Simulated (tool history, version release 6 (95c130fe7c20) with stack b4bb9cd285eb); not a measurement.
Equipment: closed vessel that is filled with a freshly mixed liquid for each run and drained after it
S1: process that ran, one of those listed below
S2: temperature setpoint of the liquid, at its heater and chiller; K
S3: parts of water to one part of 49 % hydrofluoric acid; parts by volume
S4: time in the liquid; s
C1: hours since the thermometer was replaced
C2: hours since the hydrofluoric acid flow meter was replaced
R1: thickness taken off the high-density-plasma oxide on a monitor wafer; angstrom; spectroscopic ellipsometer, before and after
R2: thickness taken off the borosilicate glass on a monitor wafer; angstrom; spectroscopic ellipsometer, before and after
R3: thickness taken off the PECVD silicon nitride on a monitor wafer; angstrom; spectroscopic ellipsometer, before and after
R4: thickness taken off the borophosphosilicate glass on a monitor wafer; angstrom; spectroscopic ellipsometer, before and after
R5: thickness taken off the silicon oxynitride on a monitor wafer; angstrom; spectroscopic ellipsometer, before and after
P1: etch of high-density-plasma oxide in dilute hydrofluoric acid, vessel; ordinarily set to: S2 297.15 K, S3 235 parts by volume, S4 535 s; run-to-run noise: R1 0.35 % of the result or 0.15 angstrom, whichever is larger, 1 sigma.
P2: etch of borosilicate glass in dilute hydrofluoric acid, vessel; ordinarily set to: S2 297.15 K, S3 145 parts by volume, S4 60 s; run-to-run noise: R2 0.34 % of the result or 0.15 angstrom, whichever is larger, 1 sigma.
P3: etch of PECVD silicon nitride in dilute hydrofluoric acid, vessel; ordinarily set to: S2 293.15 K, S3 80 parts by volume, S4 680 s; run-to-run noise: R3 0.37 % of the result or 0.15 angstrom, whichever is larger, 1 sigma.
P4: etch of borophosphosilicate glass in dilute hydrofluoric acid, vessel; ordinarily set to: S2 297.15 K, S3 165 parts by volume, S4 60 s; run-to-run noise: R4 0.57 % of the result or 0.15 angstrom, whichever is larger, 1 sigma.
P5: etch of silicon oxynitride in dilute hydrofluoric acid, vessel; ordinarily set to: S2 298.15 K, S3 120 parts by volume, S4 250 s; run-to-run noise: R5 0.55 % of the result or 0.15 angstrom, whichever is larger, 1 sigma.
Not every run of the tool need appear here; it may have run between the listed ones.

run,hour,S1,S2,S3,S4,C1,C2,R1,R2,R3,R4,R5
1,6.9,P1,297.15,235,535,1230.1,601.3,110.800,,,,
2,22.0,P1,297.15,235,905,1245.2,616.4,186.770,,,,
3,36.9,P2,297.15,40,60,1260.1,631.3,,403.970,,,
4,47.5,P3,293.15,80,680,1270.7,641.9,,,255.54,,
# hour 53.7: thermometer replaced
5,63.0,P1,297.15,235,535,9.4,657.4,111.560,,,,
6,71.0,P1,297.15,405,535,17.4,665.4,54.085,,,,
7,85.5,P4,297.15,165,110,31.9,679.9,,,,164.340,
8,95.7,P1,291.15,235,535,42.1,690.1,88.123,,,,
9,104.9,P1,297.15,235,535,51.3,699.3,110.780,,,,
10,118.8,P1,302.15,235,535,65.2,713.2,131.730,,,,
11,131.1,P4,297.15,165,60,77.5,725.5,,,,89.373,
12,142.6,P1,290.15,90,535,89.0,737.0,256.630,,,,
13,150.0,P2,297.15,145,30,96.4,744.4,,48.944,,,
14,160.3,P4,301.65,165,60,106.7,754.7,,,,104.720,
15,175.6,P1,290.15,235,255,122.0,770.0,40.199,,,,
16,188.1,P5,293.65,120,250,134.5,782.5,,,,,42.125
17,203.7,P2,302.15,145,60,150.1,798.1,,117.920,,,
18,214.9,P2,297.15,145,60,161.3,809.3,,98.280,,,
19,227.4,P1,297.15,235,160,173.8,821.8,33.156,,,,
20,236.2,P1,297.15,145,535,182.6,830.6,197.170,,,,
21,252.3,P5,298.15,205,250,198.7,846.7,,,,,28.732
22,267.3,P4,297.15,165,60,213.7,861.7,,,,89.708,

The next listed run, before its measurement:
23,280.5,P5,298.15,120,120,226.9,874.9,,,,,?

Run 23 came out at R5 24.893 angstrom.

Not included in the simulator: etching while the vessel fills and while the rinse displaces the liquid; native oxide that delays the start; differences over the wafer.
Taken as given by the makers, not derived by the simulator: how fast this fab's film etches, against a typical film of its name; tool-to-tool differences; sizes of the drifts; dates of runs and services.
